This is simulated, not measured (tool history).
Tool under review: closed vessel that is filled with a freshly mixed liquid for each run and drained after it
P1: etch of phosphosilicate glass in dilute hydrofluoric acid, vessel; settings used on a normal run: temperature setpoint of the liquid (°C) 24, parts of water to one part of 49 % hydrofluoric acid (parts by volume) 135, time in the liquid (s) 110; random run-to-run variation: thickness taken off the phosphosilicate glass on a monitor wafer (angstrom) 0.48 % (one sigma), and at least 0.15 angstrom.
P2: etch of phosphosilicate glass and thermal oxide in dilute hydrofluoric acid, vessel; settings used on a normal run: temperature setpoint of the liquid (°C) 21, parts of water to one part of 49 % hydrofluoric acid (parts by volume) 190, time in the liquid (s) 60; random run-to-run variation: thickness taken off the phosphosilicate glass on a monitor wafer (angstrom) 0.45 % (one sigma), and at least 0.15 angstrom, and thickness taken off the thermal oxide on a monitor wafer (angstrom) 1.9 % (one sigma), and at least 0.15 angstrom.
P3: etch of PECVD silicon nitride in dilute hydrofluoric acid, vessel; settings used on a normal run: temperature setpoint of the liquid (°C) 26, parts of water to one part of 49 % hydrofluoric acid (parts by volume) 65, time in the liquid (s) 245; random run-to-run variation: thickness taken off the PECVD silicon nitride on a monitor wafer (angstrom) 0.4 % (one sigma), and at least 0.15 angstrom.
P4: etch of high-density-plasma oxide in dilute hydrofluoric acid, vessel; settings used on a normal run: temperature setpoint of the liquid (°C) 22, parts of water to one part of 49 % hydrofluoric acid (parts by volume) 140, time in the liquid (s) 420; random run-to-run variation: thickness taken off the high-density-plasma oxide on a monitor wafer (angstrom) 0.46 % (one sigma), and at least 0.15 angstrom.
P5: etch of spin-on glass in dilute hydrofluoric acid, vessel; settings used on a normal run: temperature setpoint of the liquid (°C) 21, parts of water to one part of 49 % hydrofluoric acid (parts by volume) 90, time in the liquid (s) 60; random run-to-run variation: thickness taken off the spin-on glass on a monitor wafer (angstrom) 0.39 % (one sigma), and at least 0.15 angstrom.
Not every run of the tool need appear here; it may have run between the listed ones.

run	hour	process that ran	temperature setpoint of the liquid (°C)	parts of water to one part of 49 % hydrofluoric acid (parts by volume)	time in the liquid (s)	hours since the thermometer was replaced	hours since the hydrofluoric acid flow meter was replaced	thickness taken off the phosphosilicate glass on a monitor wafer (angstrom)	thickness taken off the spin-on glass on a monitor wafer (angstrom)	thickness taken off the PECVD silicon nitride on a monitor wafer (angstrom)	thickness taken off the high-density-plasma oxide on a monitor wafer (angstrom)	thickness taken off the thermal oxide on a monitor wafer (angstrom)
1	4.9	P1	24	135	110	326.3	1500.7	459.14				
2	8.2	P1	24	205	30	329.6	1504	76.897				
3	12.4	P1	24	135	110	333.8	1508.2	462.1				
4	17.2	P1	17	135	110	338.6	1513	347.59				
5	22.5	P1	24	135	110	343.9	1518.3	457.73				
6	25.7	P1	28	135	155	347.1	1521.5	761.8				
7	28.8	P1	24	135	30	350.2	1524.6	126.14				
8	31.3	P5	21	90	60	352.7	1527.1		216.22			
9	34.5	P3	21	65	245	355.9	1530.3			106.51		
10	37.4	P1	24	135	110	358.8	1533.2	461.77				
11	42.1	P4	22	140	420	363.5	1537.9				178.95	
12	46.5	P5	21	30	60	367.9	1542.3		692.44			
13	50.6	P1	24	135	110	372	1546.4	462.93				
14	55.8	P2	17	190	60	377.2	1551.6	322.66				9.8387
15	58.8	P2	21	50	60	380.2	1554.6	1692.5				53.31
16	62	P3	26	65	395	383.4	1557.8			242.44		
17	67.2	P5	21	90	60	388.6	1563		214.86			
18	69.6	P5	25.5	90	60	391	1565.4		258.11			
19	74	P1	24	235	110	395.4	1569.8	236.7				
20	76.5	P1	24	135	110	397.9	1572.3	464.77				
21	80.8	P1	24	135	110	402.2	1576.6	462.11				
22	84.9	P4	18.5	140	420	406.3	1580.7				154.56	
23	89	P3	26	65	245	410.4	1584.8			150.49		
24	91.8	P1	24	135	195	413.2	1587.6	814.68				
25	95.8	P5	21	90	30	417.2	1591.6		107.75			
26	100.6	P4	22	80	420	422	1596.4				333.8	
27	103.4	P3	26	110	245	424.8	1599.2			88.875		
28	108.2	P1	24	70	110	429.6	1604	960.33				
29	113.2	P1	32	135	110	434.6	1609	618.31				
30	115.8	P2	21	190	60	437.2	1611.6	380.68				11.824
31	120.9	P2	21	190	30	442.3	1616.7	188.75				6.2206
32	125.3	P4	22	140	420	446.7	1621.1				177.26	
33	129.7	P4	22	140	655	451.1	1625.5				278.79	
34	133.9	P1	29	135	205	455.3	1629.7	1030.4				
35	136.8	P1	24	135	110	458.2	1632.6	465.78				
36	141	P1	24	135	110	462.4	1636.8	475.86				
37	146.1	P1	24	135	110	467.5	1641.9	476.98				
38	150	P1	24	135	110	471.4	1645.8	484.13				
39	154.8	P1	24	135	110	476.2	1650.6	482.23				
40	157.3	P1	24	135	110	478.7	1653.1	483.24				
41	159.8	P1	24	135	110	481.2	1655.6	487.37				
42	163.2	P1	24	135	110	484.6	1659	487.28				
43	166.3	P1	24	135	110	487.7	1662.1	487.45				
44	171.7	P1	24	135	110	493.1	1667.5	490.83				

What P1 gives has crept off from where it sat before. The 2 causes that follow fit the log equally well, each at the size noted:
A: hydrofluoric acid flow above the setpoint (%) = 5.03
B: liquid hotter than its thermometer reads (K) = 1.48
At approximately hour 136.8, the process output began to creep.

Each of the 4 check runs below uses one wafer; its results are left as question marks. Which run tells the causes apart?
check 1	177.1	P5	21	90	60				?			
check 2	177.1	P2	21	190	60			?				?
check 3	177.1	P3	26	65	245					?		
check 4	177.1	P4	22	140	420						?	

Check results expected under each cause:
check	result	if A	if B
check 1	thickness taken off the spin-on glass on a monitor wafer (angstrom)	227.07	228.47
check 2	thickness taken off the phosphosilicate glass on a monitor wafer (angstrom)	402.58	401.8
check 2	thickness taken off the thermal oxide on a monitor wafer (angstrom)	12.492	12.468
check 3	thickness taken off the PECVD silicon nitride on a monitor wafer (angstrom)	157.56	165.41
check 4	thickness taken off the high-density-plasma oxide on a monitor wafer (angstrom)	188.46	188.69
How far apart the two closest causes lie, in the result that separates them most: check 1 0.62 %; check 2 0.19 %; check 3 4.87 %; check 4 0.12 %
The causes can be told apart only by check 3. The other checks would give nearly the same results under each of them.

Check 3 was carried out, with these results: thickness taken off the PECVD silicon nitride on a monitor wafer (angstrom) 157.42. Which of the listed causes is responsible?

A is the cause: hydrofluoric acid flow above the setpoint (%).
